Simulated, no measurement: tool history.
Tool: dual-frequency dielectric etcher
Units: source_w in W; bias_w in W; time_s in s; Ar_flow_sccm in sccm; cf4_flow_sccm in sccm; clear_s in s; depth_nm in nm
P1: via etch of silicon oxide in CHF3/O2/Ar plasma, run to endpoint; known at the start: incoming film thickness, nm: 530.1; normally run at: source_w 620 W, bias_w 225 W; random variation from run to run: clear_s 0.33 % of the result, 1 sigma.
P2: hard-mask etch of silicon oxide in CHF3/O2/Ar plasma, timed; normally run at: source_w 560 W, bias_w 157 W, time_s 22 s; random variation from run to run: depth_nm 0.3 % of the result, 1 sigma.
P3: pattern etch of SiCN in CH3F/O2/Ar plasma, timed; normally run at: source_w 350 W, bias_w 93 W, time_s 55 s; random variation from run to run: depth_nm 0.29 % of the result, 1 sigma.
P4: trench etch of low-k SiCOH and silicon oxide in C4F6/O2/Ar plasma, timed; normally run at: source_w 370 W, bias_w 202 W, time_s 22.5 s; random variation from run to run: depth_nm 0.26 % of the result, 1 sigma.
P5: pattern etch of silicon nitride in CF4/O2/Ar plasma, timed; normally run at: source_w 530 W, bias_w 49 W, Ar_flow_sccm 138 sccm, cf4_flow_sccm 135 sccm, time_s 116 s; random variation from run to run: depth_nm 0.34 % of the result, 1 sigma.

run	hour	process	source_w	bias_w	time_s	Ar_flow_sccm	cf4_flow_sccm	hours since the last wet clean	hours since the last source power generator calibration	hours since the last bias power generator calibration	clear_s	depth_nm
1	3	P1	620	225				288.6	2090.2	867.7	247.24	
2	8.3	P1	810	307				293.9	2095.5	873	200.22	
3	11.5	P3	350	93	55			297.1	2098.7	876.2		21.847
4	14.4	P1	840	225				300	2101.6	879.1	220.71	
5	17.6	P2	330	157	22			303.2	2104.8	882.3		32.983
6	20.7	P1	620	149				306.3	2107.9	885.4	284.22	
7	23.6	P4	370	202	22.5			309.2	2110.8	888.3		71.305
8	26.2	P4	470	202	22.5			311.8	2113.4	890.9		77.971
9	30.3	P1	620	225				315.9	2117.5	895	246.37	
10	34.6	P1	620	225				320.2	2121.8	899.3	246.76	
11	37.8	P3	350	93	67			323.4	2125	902.5		26.649
12	43.8	P5	530	49	116	138	135	329.4	2131	908.5		230.85
13	49	P5	530	49	116	138	106	334.6	2136.2	913.7		221.54
14	54.2	P5	530	49	116	138	135	339.8	2141.4	918.9		229.89
15	59.8	P2	560	157	22			345.4	2147	924.5		40.36
16	65.1	P2	560	157	12			350.7	2152.3	929.8		22.045
17	69.4	P2	560	210	22			355	2156.6	934.1		44.567
18	75	P1	620	269				360.6	2162.2	939.7	233.57	
19	78	P1	440	159				363.6	2165.2	942.7	317.64	
# hour 78.3: bias power generator calibrated
20	82.3	P3	440	93	55			367.9	2169.5	4.1		23.594
21	85.3	P5	530	49	72	138	135	370.9	2172.5	7.1		142.88
22	88.9	P4	370	202	29.5			374.5	2176.1	10.7		93.35
23	93.5	P4	370	267	22.5			379.1	2180.7	15.3		78.254
24	99.4	P1	620	225				385	2186.6	21.2	247.69	
25	104.7	P5	530	29	116	138	135	390.3	2191.9	26.5		192.12
26	109.9	P2	560	157	22			395.5	2197.1	31.7		40.501
27	114	P5	530	49	116	193	135	399.6	2201.2	35.8		219.89
28	118.8	P4	370	202	22.5			404.4	2206	40.6		71.151
29	122.3	P1	620	225				407.9	2209.5	44.1	247.42	
30	126.7	P1	620	225				412.3	2213.9	48.5	245.53	
31	132.2	P3	350	59	55			417.8	2219.4	54		18.583
32	138.3	P5	410	49	116	138	135	423.9	2225.5	60.1		183.13
33	143.3	P1	400	157				428.9	2230.5	65.1	330.42	
34	149.3	P1	430	225				434.9	2236.5	71.1	283.07	
35	153.5	P1	620	225				439.1	2240.7	75.3	247.33	
36	158.3	P1	620	225				443.9	2245.5	80.1	248.85	
37	161.3	P1	620	225				446.9	2248.5	83.1	248.72	
38	166.1	P1	620	225				451.7	2253.3	87.9	251.27	
39	169.7	P1	620	225				455.3	2256.9	91.5	248.99	
# hour 175: wet clean of the chamber
40	175.5	P1	620	225				0.5	2262.7	97.3	250.71	
41	181.1	P1	620	225				6.1	2268.3	102.9	251.66	
42	186.7	P1	620	225				11.7	2273.9	108.5	250.07	

What P1 gives has crept away from where it was. These 2 causes fit the log equally well, each at the size given:
A: source power that arrives under what is set, % = 4.34
B: bias power that arrives under what is set, % = 4.69
The creep began at about hour 153.5.
Why every other cause is out:
chamber walls in a state that lowers the etch rate, %: serviced at hour 175, which brought nothing back

4 check runs are offered, each on 2 wafers whose results are averaged, their results left as question marks. Which one tells the causes apart?
check 1	192.3	P3	350	93	55							?
check 2	192.3	P4	370	202	22.5							?
check 3	192.3	P5	530	49	116	138	135					?
check 4	192.3	P2	560	157	22							?

What each check would give under each cause:
check	result	if A	if B
check 1	depth_nm	21.408	21.374
check 2	depth_nm	70.117	70.227
check 3	depth_nm	220.79	225.45
check 4	depth_nm	39.657	39.712
How far apart the two closest causes lie, in the result that separates them most: check 1 0.16 %; check 2 0.16 %; check 3 2.09 %; check 4 0.14 %
Check 3 tells the causes apart: in the others they would give nearly the same result.

Check 3 was then run and gave: depth_nm 220.77 nm. Which cause is it?

It is A: source power that arrives under what is set, %.
